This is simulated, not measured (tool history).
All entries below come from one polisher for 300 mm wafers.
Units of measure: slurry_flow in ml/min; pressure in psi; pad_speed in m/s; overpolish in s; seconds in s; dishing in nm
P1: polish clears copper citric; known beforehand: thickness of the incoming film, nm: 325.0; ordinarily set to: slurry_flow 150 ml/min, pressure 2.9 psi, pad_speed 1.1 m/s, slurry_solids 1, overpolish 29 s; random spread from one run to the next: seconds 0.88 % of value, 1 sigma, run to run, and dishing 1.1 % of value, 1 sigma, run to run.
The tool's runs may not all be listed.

run	day	slurry_flow	pressure	pad_speed	slurry_solids	overpolish	wafers polished on this pad	hours since the slurry nozzle was cleaned	hours since the head pressure was calibrated	hours since the slurry blender was calibrated	seconds	dishing
1	0.421	150	2.9	1.1	1	29	247	672.2	193.1	183.1	146.96	33.074
2	1.083	150	2.9	1.1	1	58	338	688.1	209	199	149.21	46.083
3	1.667	150	2.9	1.1	1	29	417	702.1	223	213	145.96	33.036
4	2.158	150	1.4	1.1	1	29	484	713.9	234.8	224.8	295.63	20.029
5	2.517	150	2.9	1.1	1	29	533	722.5	243.4	233.4	148.18	33.147
6	2.875	150	2.9	0.76	1	29	582	731.1	252	242	212.6	27.059
7	3.508	150	2.9	1.1	1	29	668	746.3	267.2	257.2	146.86	33.52
8	4.15	150	4.3	1.1	1	29	756	761.7	282.6	272.6	99.757	42.094
9	4.633	150	2.9	1.1	1	9	822	773.3	294.2	284.2	146.33	14.129
10	5.267	150	2.9	1.1	1	29	908	788.5	309.4	299.4	146.62	33.464
11	5.762	95	2.9	1.1	1	29	975	800.4	321.3	311.3	161.32	30.82
12	6.321	150	2.9	1.1	1	29	1052	813.8	334.7	324.7	146.09	33.215
13	6.779	195	2.9	1.1	0.75	29	1114	824.8	345.7	335.7	150.15	33.439
# day 7.354: slurry blender recalibrated
14	7.396	150	2.9	1.1	1	29	1198	839.6	360.5	1.1	146.77	32.911
15	8.033	150	2.9	1.1	1.35	29	1285	854.9	375.8	16.4	137.99	35.123
16	8.546	150	2.9	1.4	1	29	1355	867.2	388.1	28.7	113.84	38.097

Run 17, settings as shown, results not yet in. Your forecast:
17	8.9	150	2.9	1.1	0.6	29	1403	875.7	396.6	37.2	?	?

For run 17 the tool returned seconds 163.1 s, dishing 30.962 nm.
